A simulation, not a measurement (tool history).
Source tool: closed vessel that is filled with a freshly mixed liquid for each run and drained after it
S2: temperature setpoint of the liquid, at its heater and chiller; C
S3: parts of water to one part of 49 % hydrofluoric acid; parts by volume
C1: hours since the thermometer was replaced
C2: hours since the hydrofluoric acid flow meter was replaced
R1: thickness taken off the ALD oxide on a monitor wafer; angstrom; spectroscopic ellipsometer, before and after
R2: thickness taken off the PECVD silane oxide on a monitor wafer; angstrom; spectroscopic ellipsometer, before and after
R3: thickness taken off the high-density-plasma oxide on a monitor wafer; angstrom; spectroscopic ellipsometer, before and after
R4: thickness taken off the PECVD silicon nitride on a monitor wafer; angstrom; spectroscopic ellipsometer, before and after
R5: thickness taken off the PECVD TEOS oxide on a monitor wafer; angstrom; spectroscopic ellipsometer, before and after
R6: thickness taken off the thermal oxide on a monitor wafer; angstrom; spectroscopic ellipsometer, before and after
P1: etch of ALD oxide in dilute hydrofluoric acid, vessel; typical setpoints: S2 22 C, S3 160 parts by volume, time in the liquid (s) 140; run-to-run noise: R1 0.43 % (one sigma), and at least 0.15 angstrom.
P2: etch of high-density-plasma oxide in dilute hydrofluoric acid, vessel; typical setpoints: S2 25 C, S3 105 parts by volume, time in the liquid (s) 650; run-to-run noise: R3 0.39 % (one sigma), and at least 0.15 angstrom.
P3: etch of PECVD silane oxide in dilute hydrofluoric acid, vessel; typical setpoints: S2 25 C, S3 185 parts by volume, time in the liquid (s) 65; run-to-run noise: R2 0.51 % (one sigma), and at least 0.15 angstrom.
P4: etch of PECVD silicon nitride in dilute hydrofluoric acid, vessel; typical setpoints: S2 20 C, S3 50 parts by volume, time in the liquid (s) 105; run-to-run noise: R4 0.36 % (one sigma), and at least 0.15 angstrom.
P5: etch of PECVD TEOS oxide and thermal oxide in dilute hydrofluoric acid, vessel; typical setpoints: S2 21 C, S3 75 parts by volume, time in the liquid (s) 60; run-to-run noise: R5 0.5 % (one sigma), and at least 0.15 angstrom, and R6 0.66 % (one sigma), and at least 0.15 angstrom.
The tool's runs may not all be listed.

Run 1, hour 6.7: process that ran P1, S2 22 C, S3 160 parts by volume, time in the liquid (s) 140; C1 354.8; C2 852.8. Result: R1 132.98 angstrom.
Run 2, hour 15.3: process that ran P3, S2 32.5 C, S3 185 parts by volume, time in the liquid (s) 65; C1 363.4; C2 861.4. Result: R2 94.132 angstrom.
Run 3, hour 24.1: process that ran P2, S2 25 C, S3 105 parts by volume, time in the liquid (s) 1140; C1 372.2; C2 870.2. Result: R3 592.59 angstrom.
Run 4, hour 29.9: process that ran P4, S2 20 C, S3 30 parts by volume, time in the liquid (s) 105; C1 378; C2 876. Result: R4 106.69 angstrom.
Run 5, hour 38.5: process that ran P1, S2 22 C, S3 160 parts by volume, time in the liquid (s) 140; C1 386.6; C2 884.6. Result: R1 133.07 angstrom.
Run 6, hour 46.7: process that ran P2, S2 25 C, S3 105 parts by volume, time in the liquid (s) 650; C1 394.8; C2 892.8. Result: R3 337.36 angstrom.
Run 7, hour 55: process that ran P5, S2 21 C, S3 75 parts by volume, time in the liquid (s) 60; C1 403.1; C2 901.1. Result: R5 80.435 angstrom, R6 33.802 angstrom.
Run 8, hour 62.4: process that ran P3, S2 25 C, S3 185 parts by volume, time in the liquid (s) 65; C1 410.5; C2 908.5. Result: R2 72.276 angstrom.
Run 9, hour 66.6: process that ran P4, S2 20 C, S3 50 parts by volume, time in the liquid (s) 50; C1 414.7; C2 912.7. Result: R4 30.985 angstrom.
Run 10, hour 75.7: process that ran P4, S2 25.5 C, S3 50 parts by volume, time in the liquid (s) 105; C1 423.8; C2 921.8. Result: R4 94.26 angstrom.
Run 11, hour 79.7: process that ran P1, S2 22 C, S3 160 parts by volume, time in the liquid (s) 140; C1 427.8; C2 925.8. Result: R1 131.28 angstrom.
Run 12, hour 88: process that ran P2, S2 25 C, S3 165 parts by volume, time in the liquid (s) 650; C1 436.1; C2 934.1. Result: R3 199.63 angstrom.
Run 13, hour 93.6: process that ran P1, S2 22 C, S3 160 parts by volume, time in the liquid (s) 140; C1 441.7; C2 939.7. Result: R1 132.93 angstrom.
Run 14, hour 102.2: process that ran P3, S2 25 C, S3 185 parts by volume, time in the liquid (s) 65; C1 450.3; C2 948.3. Result: R2 71.694 angstrom.
Run 15, hour 110.4: process that ran P3, S2 25 C, S3 335 parts by volume, time in the liquid (s) 65; C1 458.5; C2 956.5. Result: R2 34.603 angstrom.
Run 16, hour 114.9: process that ran P5, S2 21 C, S3 40 parts by volume, time in the liquid (s) 60; C1 463; C2 961. Result: R5 154.76 angstrom, R6 67.076 angstrom.
Run 17, hour 121.3: process that ran P1, S2 26 C, S3 160 parts by volume, time in the liquid (s) 140; C1 469.4; C2 967.4. Result: R1 154.88 angstrom.
Run 18, hour 127.8: process that ran P1, S2 22 C, S3 160 parts by volume, time in the liquid (s) 270; C1 475.9; C2 973.9. Result: R1 254.95 angstrom.
Run 19, hour 133.3: process that ran P2, S2 20 C, S3 105 parts by volume, time in the liquid (s) 650; C1 481.4; C2 979.4. Result: R3 276.69 angstrom.
Run 20, hour 141.2: process that ran P4, S2 20 C, S3 50 parts by volume, time in the liquid (s) 105; C1 489.3; C2 987.3. Result: R4 64.923 angstrom.
Run 21, hour 147.4: process that ran P1, S2 22 C, S3 160 parts by volume, time in the liquid (s) 140; C1 495.5; C2 993.5. Result: R1 133.72 angstrom.
Run 22, hour 151.7: process that ran P5, S2 17 C, S3 75 parts by volume, time in the liquid (s) 60; C1 499.8; C2 997.8. Result: R5 68.279 angstrom, R6 28.336 angstrom.
Run 23, hour 159.1: process that ran P1, S2 28.5 C, S3 235 parts by volume, time in the liquid (s) 140; C1 507.2; C2 1005.2. Result: R1 106.1 angstrom.
Run 24, hour 163.9: process that ran P3, S2 25 C, S3 185 parts by volume, time in the liquid (s) 30; C1 512; C2 1010. Result: R2 33.488 angstrom.
Run 25, hour 170.3: process that ran P1, S2 17 C, S3 160 parts by volume, time in the liquid (s) 140; C1 518.4; C2 1016.4. Result: R1 108.69 angstrom.
Run 26, hour 178.5: process that ran P1, S2 22 C, S3 160 parts by volume, time in the liquid (s) 30; C1 526.6; C2 1024.6. Result: R1 28.006 angstrom.
Run 27, hour 183.8: process that ran P1, S2 22 C, S3 45 parts by volume, time in the liquid (s) 140; C1 531.9; C2 1029.9. Result: R1 543.28 angstrom.
Run 28, hour 192.4: process that ran P1, S2 22 C, S3 260 parts by volume, time in the liquid (s) 140; C1 540.5; C2 1038.5. Result: R1 73.59 angstrom.
Run 29, hour 198.6: process that ran P5, S2 21 C, S3 75 parts by volume, time in the liquid (s) 60; C1 546.7; C2 1044.7. Result: R5 80.513 angstrom, R6 33.757 angstrom.
Run 30, hour 205.5: process that ran P1, S2 22 C, S3 160 parts by volume, time in the liquid (s) 140; C1 553.6; C2 1051.6. Result: R1 133.24 angstrom.

Forecast run 31:
Run 31, hour 214.1: process that ran P2, S2 25 C, S3 105 parts by volume, time in the liquid (s) 650; C1 562.2; C2 1060.2. Result: R3 ?.

Run 31 yielded R3 339.21 angstrom.
